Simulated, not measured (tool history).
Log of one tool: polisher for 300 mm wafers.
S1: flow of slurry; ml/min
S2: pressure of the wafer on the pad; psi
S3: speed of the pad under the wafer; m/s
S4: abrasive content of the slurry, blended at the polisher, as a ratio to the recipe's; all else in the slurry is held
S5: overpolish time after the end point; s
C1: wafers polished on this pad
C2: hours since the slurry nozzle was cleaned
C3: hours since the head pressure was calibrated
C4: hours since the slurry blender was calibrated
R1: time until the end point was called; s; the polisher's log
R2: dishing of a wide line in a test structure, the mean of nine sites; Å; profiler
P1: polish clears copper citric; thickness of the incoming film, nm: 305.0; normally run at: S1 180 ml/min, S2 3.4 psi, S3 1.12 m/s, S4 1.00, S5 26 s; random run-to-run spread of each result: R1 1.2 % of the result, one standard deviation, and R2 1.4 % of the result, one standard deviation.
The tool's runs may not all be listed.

run	hour	S1	S2	S3	S4	S5	C1	C2	C3	C4	R1	R2
1	12.5	180	3.4	1.12	1.00	26	492	82.3	506.9	41.4	107.230	437.49
2	23.2	135	3.4	1.12	0.60	26	594	93.0	517.6	52.1	123.060	389.28
3	30.5	180	3.4	1.12	1.00	39	663	100.3	524.9	59.4	105.640	564.58
4	37.4	180	3.4	1.12	1.00	26	729	107.2	531.8	66.3	104.620	444.70
5	43.4	180	3.4	1.12	1.00	8	786	113.2	537.8	72.3	104.900	165.97
6	54.8	110	3.4	1.12	1.00	26	895	124.6	549.2	83.7	114.460	408.05
7	65.4	275	3.4	1.12	1.00	26	996	135.2	559.8	94.3	102.760	441.97
8	76.4	180	3.4	1.66	1.00	40	1101	146.2	570.8	105.3	70.605	689.40
9	84.5	180	3.4	0.60	1.00	26	1178	154.3	578.9	113.4	192.880	273.21
10	92.7	180	3.4	1.12	1.00	26	1256	162.5	587.1	121.6	104.340	439.33
11	103.8	180	3.4	1.12	1.00	26	1362	173.6	598.2	132.7	105.380	434.98
12	116.0	180	3.4	1.12	1.00	26	1479	185.8	610.4	144.9	105.670	441.23
13	126.2	180	1.5	1.12	1.00	26	1576	196.0	620.6	155.1	232.990	223.82
14	134.5	180	3.4	1.72	1.00	26	1655	204.3	628.9	163.4	70.241	577.19
15	140.9	180	5.1	1.58	1.00	26	1716	210.7	635.3	169.8	50.222	697.90
16	147.8	180	3.4	1.12	1.30	26	1782	217.6	642.2	176.7	99.002	453.20
# hour 153.9: slurry blender recalibrated
17	154.9	180	3.4	1.12	1.00	26	1849	224.7	649.3	1.1	105.680	422.85
18	166.4	180	4.7	1.12	1.00	26	1959	236.2	660.8	12.6	77.648	544.92
19	173.0	180	3.4	1.12	0.65	26	2022	242.8	667.4	19.2	114.780	397.27
20	185.5	180	3.4	1.12	1.00	26	2141	255.3	679.9	31.7	105.370	434.05
21	198.0	180	3.4	1.12	1.00	26	2260	267.8	692.4	44.2	106.900	423.74
22	205.2	180	3.4	1.12	1.00	26	2329	275.0	699.6	51.4	109.360	426.38
23	213.8	180	3.4	1.12	1.00	26	2411	283.6	708.2	60.0	110.000	411.15
24	226.0	180	3.4	1.12	1.00	26	2527	295.8	720.4	72.2	113.270	408.04

Run 25 has not been measured yet. What should we expect?
25	234.4	180	3.4	1.12	1.00	26	2607	304.2	728.8	80.6	?	?

For run 25 the tool returned R1 112.950 s, R2 405.36 Å.

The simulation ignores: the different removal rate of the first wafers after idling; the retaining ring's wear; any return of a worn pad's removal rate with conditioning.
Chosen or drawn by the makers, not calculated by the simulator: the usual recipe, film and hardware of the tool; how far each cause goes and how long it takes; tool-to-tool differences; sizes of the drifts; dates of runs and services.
